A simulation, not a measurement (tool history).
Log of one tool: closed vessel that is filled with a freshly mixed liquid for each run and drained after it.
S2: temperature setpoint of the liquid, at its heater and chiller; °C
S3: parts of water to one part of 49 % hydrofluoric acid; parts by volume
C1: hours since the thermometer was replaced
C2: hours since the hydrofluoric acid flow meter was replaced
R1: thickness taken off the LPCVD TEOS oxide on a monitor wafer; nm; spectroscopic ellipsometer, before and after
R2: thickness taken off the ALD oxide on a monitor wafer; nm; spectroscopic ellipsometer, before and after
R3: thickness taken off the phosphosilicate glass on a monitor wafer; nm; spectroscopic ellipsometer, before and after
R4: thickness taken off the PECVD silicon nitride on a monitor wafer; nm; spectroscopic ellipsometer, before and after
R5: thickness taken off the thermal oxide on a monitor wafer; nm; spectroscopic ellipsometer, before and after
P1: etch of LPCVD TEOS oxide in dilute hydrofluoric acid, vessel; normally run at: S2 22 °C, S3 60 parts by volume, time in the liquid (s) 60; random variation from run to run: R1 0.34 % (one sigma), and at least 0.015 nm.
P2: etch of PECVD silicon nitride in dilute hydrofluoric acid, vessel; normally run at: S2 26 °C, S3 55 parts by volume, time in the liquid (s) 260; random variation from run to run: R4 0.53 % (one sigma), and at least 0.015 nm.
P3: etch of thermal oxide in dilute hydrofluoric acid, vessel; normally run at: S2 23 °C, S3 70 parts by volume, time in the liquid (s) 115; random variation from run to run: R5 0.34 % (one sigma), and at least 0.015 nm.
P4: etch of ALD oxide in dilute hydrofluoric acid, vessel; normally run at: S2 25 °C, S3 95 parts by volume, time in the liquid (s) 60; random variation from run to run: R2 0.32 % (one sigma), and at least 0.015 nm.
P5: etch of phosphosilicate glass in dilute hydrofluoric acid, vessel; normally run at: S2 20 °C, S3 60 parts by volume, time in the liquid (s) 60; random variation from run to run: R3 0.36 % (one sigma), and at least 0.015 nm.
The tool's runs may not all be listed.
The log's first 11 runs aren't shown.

Run 12, hour 69: process that ran P1, S2 25.5 °C, S3 25 parts by volume, time in the liquid (s) 60; C1 1100.2; C2 32.5. Result: R1 64.26 nm.
Run 13, hour 75.1: process that ran P1, S2 17.5 °C, S3 60 parts by volume, time in the liquid (s) 60; C1 1106.3; C2 38.6. Result: R1 18.19 nm.
Run 14, hour 82.1: process that ran P1, S2 22 °C, S3 60 parts by volume, time in the liquid (s) 120; C1 1113.3; C2 45.6. Result: R1 44.21 nm.
Run 15, hour 87.6: process that ran P3, S2 23 °C, S3 125 parts by volume, time in the liquid (s) 115; C1 1118.8; C2 51.1. Result: R5 4.2617 nm.
Run 16, hour 93.8: process that ran P5, S2 20 °C, S3 60 parts by volume, time in the liquid (s) 35; C1 1125; C2 57.3. Result: R3 101.19 nm.
Run 17, hour 100.1: process that ran P2, S2 26 °C, S3 55 parts by volume, time in the liquid (s) 30; C1 1131.3; C2 63.6. Result: R4 1.4685 nm.
Run 18, hour 105.6: process that ran P3, S2 23 °C, S3 70 parts by volume, time in the liquid (s) 115; C1 1136.8; C2 69.1. Result: R5 8.1522 nm.
Run 19, hour 109.1: process that ran P1, S2 22 °C, S3 60 parts by volume, time in the liquid (s) 60; C1 1140.3; C2 72.6. Result: R1 22.057 nm.
Run 20, hour 115.8: process that ran P1, S2 28.5 °C, S3 60 parts by volume, time in the liquid (s) 90; C1 1147; C2 79.3. Result: R1 43.161 nm.
Run 21, hour 120.1: process that ran P1, S2 22 °C, S3 60 parts by volume, time in the liquid (s) 60; C1 1151.3; C2 83.6. Result: R1 21.964 nm.
Run 22, hour 126.6: process that ran P2, S2 26 °C, S3 55 parts by volume, time in the liquid (s) 260; C1 1157.8; C2 90.1. Result: R4 12.415 nm.

The next listed run, before its measurement:
Run 23, hour 130.1: process that ran P2, S2 26 °C, S3 20 parts by volume, time in the liquid (s) 260; C1 1161.3; C2 93.6. Result: R4 ?.

R4: 33.602 nm
